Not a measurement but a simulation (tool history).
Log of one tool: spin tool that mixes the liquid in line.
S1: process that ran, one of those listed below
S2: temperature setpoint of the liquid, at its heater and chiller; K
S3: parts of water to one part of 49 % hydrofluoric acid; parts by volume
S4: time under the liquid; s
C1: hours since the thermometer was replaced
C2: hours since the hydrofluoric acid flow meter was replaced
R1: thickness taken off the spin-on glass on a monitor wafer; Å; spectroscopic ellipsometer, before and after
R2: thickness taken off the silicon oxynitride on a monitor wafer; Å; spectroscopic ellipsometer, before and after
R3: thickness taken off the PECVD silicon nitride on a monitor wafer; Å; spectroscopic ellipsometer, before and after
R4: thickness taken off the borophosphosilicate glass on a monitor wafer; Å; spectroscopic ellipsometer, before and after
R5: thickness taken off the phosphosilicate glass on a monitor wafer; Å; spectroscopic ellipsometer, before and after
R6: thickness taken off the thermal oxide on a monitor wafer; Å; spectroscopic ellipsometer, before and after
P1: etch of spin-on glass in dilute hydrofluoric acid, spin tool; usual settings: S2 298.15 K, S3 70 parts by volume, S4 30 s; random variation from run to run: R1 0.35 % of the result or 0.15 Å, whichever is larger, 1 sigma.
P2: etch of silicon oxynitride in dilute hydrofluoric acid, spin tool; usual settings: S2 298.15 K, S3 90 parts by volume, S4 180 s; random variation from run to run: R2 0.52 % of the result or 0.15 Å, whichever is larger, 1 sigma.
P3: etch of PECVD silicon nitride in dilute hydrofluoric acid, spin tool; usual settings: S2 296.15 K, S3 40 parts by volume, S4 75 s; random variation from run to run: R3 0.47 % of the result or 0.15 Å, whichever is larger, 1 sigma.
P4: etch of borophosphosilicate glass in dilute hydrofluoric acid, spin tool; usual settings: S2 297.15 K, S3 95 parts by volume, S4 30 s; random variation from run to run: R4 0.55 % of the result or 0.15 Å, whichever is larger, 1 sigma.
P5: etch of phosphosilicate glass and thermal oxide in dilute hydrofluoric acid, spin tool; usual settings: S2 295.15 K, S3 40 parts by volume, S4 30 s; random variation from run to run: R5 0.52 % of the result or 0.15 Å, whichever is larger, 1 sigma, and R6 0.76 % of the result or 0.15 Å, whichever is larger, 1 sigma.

| run | day | S1 | S2 | S3 | S4 | C1 | C2 | R1 | R2 | R3 | R4 | R5 | R6 |
|---|---|---|---|---|---|---|---|---|---|---|---|---|---|
| 1 | 0.117 | P1 | 298.15 | 70 | 30 | 986.6 | 525.7 | 206.48 |  |  |  |  |  |
| 2 | 0.225 | P2 | 298.15 | 90 | 295 | 989.2 | 528.3 |  | 149.62 |  |  |  |  |
| 3 | 0.317 | P1 | 298.15 | 70 | 45 | 991.4 | 530.5 | 311.86 |  |  |  |  |  |
| 4 | 0.425 | P2 | 298.15 | 90 | 180 | 994 | 533.1 |  | 91.053 |  |  |  |  |
| 5 | 0.562 | P1 | 303.65 | 20 | 30 | 997.3 | 536.4 | 982.22 |  |  |  |  |  |
| 6 | 0.692 | P2 | 292.15 | 90 | 180 | 1000.4 | 539.5 |  | 68.508 |  |  |  |  |
| 7 | 0.812 | P1 | 298.15 | 70 | 15 | 1003.3 | 542.4 | 103.97 |  |  |  |  |  |
| 8 | 0.946 | P1 | 298.15 | 70 | 30 | 1006.5 | 545.6 | 206.84 |  |  |  |  |  |
| 9 | 1.042 | P1 | 298.15 | 70 | 30 | 1008.8 | 547.9 | 207.25 |  |  |  |  |  |
| 10 | 1.246 | P1 | 298.15 | 70 | 30 | 1013.7 | 552.8 | 207.89 |  |  |  |  |  |
| 11 | 1.358 | P3 | 300.65 | 40 | 75 | 1016.4 | 555.5 |  |  | 97.988 |  |  |  |
| 12 | 1.483 | P4 | 302.65 | 95 | 30 | 1019.4 | 558.5 |  |  |  | 257.11 |  |  |
| 13 | 1.65 | P4 | 297.15 | 50 | 30 | 1023.4 | 562.5 |  |  |  | 413.51 |  |  |
| 14 | 1.825 | P3 | 296.15 | 40 | 115 | 1027.6 | 566.7 |  |  | 109.78 |  |  |  |
| 15 | 1.946 | P1 | 298.15 | 70 | 30 | 1030.5 | 569.6 | 207.87 |  |  |  |  |  |
| 16 | 2.121 | P4 | 297.15 | 95 | 30 | 1034.7 | 573.8 |  |  |  | 205.91 |  |  |
| 17 | 2.317 | P1 | 298.15 | 20 | 30 | 1039.4 | 578.5 | 770.5 |  |  |  |  |  |
| 18 | 2.492 | P5 | 295.15 | 40 | 30 | 1043.6 | 582.7 |  |  |  |  | 1176.2 | 37.048 |
| 19 | 2.646 | P4 | 297.15 | 95 | 60 | 1047.3 | 586.4 |  |  |  | 411.75 |  |  |
| 20 | 2.8 | P3 | 296.15 | 40 | 75 | 1051 | 590.1 |  |  | 72.469 |  |  |  |
| 21 | 3.004 | P1 | 298.15 | 105 | 30 | 1055.9 | 595 | 131.94 |  |  |  |  |  |
| 22 | 3.125 | P5 | 295.15 | 70 | 30 | 1058.8 | 597.9 |  |  |  |  | 645.24 | 19.871 |
| 23 | 3.217 | P5 | 302.15 | 40 | 30 | 1061 | 600.1 |  |  |  |  | 1577.4 | 47.919 |
|  | 3.358 | hydrofluoric acid flow meter replaced |
| 24 | 3.388 | P1 | 298.15 | 70 | 30 | 1065.1 | 0.7 | 207.13 |  |  |  |  |  |
| 25 | 3.542 | P5 | 295.15 | 40 | 15 | 1068.8 | 4.4 |  |  |  |  | 589.43 | 18.244 |
| 26 | 3.721 | P1 | 293.65 | 70 | 30 | 1073.1 | 8.7 | 171.63 |  |  |  |  |  |
| 27 | 3.879 | P4 | 297.15 | 95 | 30 | 1076.9 | 12.5 |  |  |  | 206.27 |  |  |
| 28 | 3.971 | P1 | 302.65 | 70 | 30 | 1079.1 | 14.7 | 246.91 |  |  |  |  |  |
| 29 | 4.108 | P2 | 298.15 | 30 | 180 | 1082.4 | 18 |  | 286.7 |  |  |  |  |
| 30 | 4.246 | P3 | 296.15 | 25 | 75 | 1085.7 | 21.3 |  |  | 111.53 |  |  |  |
| 31 | 4.4 | P1 | 298.15 | 70 | 30 | 1089.4 | 25 | 207.17 |  |  |  |  |  |
| 32 | 4.533 | P1 | 298.15 | 70 | 30 | 1092.6 | 28.2 | 203.54 |  |  |  |  |  |
| 33 | 4.729 | P1 | 298.15 | 70 | 30 | 1097.3 | 32.9 | 198.83 |  |  |  |  |  |
| 34 | 4.821 | P1 | 298.15 | 70 | 30 | 1099.5 | 35.1 | 196.74 |  |  |  |  |  |
| 35 | 4.917 | P1 | 298.15 | 70 | 30 | 1101.8 | 37.4 | 195.52 |  |  |  |  |  |
| 36 | 5.062 | P1 | 298.15 | 70 | 30 | 1105.3 | 40.9 | 195.15 |  |  |  |  |  |
| 37 | 5.179 | P1 | 298.15 | 70 | 30 | 1108.1 | 43.7 | 194.89 |  |  |  |  |  |
| 38 | 5.296 | P1 | 298.15 | 70 | 30 | 1110.9 | 46.5 | 194.06 |  |  |  |  |  |
| 39 | 5.458 | P1 | 298.15 | 70 | 30 | 1114.8 | 50.4 | 194.31 |  |  |  |  |  |
| 40 | 5.617 | P1 | 298.15 | 70 | 30 | 1118.6 | 54.2 | 194.45 |  |  |  |  |  |
| 41 | 5.738 | P1 | 298.15 | 70 | 30 | 1121.5 | 57.1 | 194.19 |  |  |  |  |  |
| 42 | 5.838 | P1 | 298.15 | 70 | 30 | 1123.9 | 59.5 | 192.16 |  |  |  |  |  |

What P1 gives has crept away from where it was. These 2 causes fit the log equally well, each at the size given:
A: hydrofluoric acid flow below the setpoint (%) = 6.22
B: liquid colder than its thermometer reads (K) = 1.74
The creep began at about day 4.4.

4 check runs are offered, one wafer each, their results left as question marks. Which one tells the causes apart?
| check 1 | 5.938 | P2 | 298.15 | 90 | 180 |  |  |  | ? |  |  |  |  |
| check 2 | 5.938 | P3 | 296.15 | 40 | 75 |  |  |  |  | ? |  |  |  |
| check 3 | 5.938 | P5 | 295.15 | 40 | 30 |  |  |  |  |  |  | ? | ? |
| check 4 | 5.938 | P4 | 297.15 | 95 | 30 |  |  |  |  |  | ? |  |  |

What each check would give under each cause:
| check | result | if A | if B |
|---|---|---|---|
| check 1 | R2 | 84.962 | 83.846 |
| check 2 | R3 | 67.412 | 63.671 |
| check 3 | R5 | 1101.4 | 1094.5 |
| check 3 | R6 | 33.862 | 33.65 |
| check 4 | R4 | 191.48 | 191.91 |
How far apart the two closest causes lie, in the result that separates them most: check 1 1.32 %; check 2 5.71 %; check 3 0.63 %; check 4 0.22 %
Only check 2 tells the causes apart: in the others they would give nearly the same result.

Check 2 was then run and gave: R3 67.525 Å. Which cause is it?

It is A: hydrofluoric acid flow below the setpoint (%).
